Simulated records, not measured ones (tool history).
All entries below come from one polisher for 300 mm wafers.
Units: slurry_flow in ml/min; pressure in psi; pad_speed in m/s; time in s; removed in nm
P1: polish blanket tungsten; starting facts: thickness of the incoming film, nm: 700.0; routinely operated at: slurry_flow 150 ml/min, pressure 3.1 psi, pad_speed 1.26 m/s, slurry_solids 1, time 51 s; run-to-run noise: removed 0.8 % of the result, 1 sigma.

run   hour  slurry_flow  pressure  pad_speed  slurry_solids  time  wafers polished on this pad  hours since the slurry nozzle was cleaned  hours since the head pressure was calibrated  hours since the slurry blender was calibrated  hours since the slurry got fresh peroxide  removed
  1   13.5          150       3.1       1.26              1    51                          820                                      578.6                                         160.7                                          206.8                                       86.5   287.18
  2   24.4          150       3.1       1.26              1    81                          906                                      589.5                                         171.6                                          217.7                                       97.4   450.69
  3     34          150       3.1       0.56              1    51                          982                                      599.1                                         181.2                                          227.3                                        107   127.43
  4   46.5          150       3.1       1.26              1    51                         1081                                      611.6                                         193.7                                          239.8                                      119.5   283.83
  5   60.1           90       3.1       1.26              1    51                         1188                                      625.2                                         207.3                                          253.4                                      133.1   253.91
  6   68.7          150       4.9       1.26              1    51                         1256                                      633.8                                         215.9                                            262                                      141.7   454.02
  7   81.4          150       3.1       1.26            0.6    51                         1356                                      646.5                                         228.6                                          274.7                                      154.4   255.67
  8   90.7          150       3.1       1.26              1    51                         1430                                      655.8                                         237.9                                            284                                      163.7   286.31
  9   99.8          150       3.1       1.26              1    51                         1501                                      664.9                                           247                                          293.1                                      172.8   284.78
 10  113.4          150       1.4       1.26              1    51                         1609                                      678.5                                         260.6                                          306.7                                      186.4   129.86
 11    124          150       3.1       1.72              1    51                         1693                                      689.1                                         271.2                                          317.3                                        197   386.33
 12  138.6          225       1.7       1.26              1    51                         1808                                      703.7                                         285.8                                          331.9                                      211.6   167.32
 13  149.2          150       3.1       1.26           1.35    51                         1892                                      714.3                                         296.4                                          342.5                                      222.2   305.53
 14    159          200       2.2       1.26              1    51                         1969                                      724.1                                         306.2                                          352.3                                        232   215.36
 15  173.1          150       3.1       1.26              1    51                         2080                                      738.2                                         320.3                                          366.4                                      246.1   281.83

Run 16 is up next; what results do you expect?
 16  183.8          150       2.4       1.82              1    51                         2165                                      748.9                                           331                                          377.1                                      256.8        ?

Logged for run 16: removed 319.81 nm.

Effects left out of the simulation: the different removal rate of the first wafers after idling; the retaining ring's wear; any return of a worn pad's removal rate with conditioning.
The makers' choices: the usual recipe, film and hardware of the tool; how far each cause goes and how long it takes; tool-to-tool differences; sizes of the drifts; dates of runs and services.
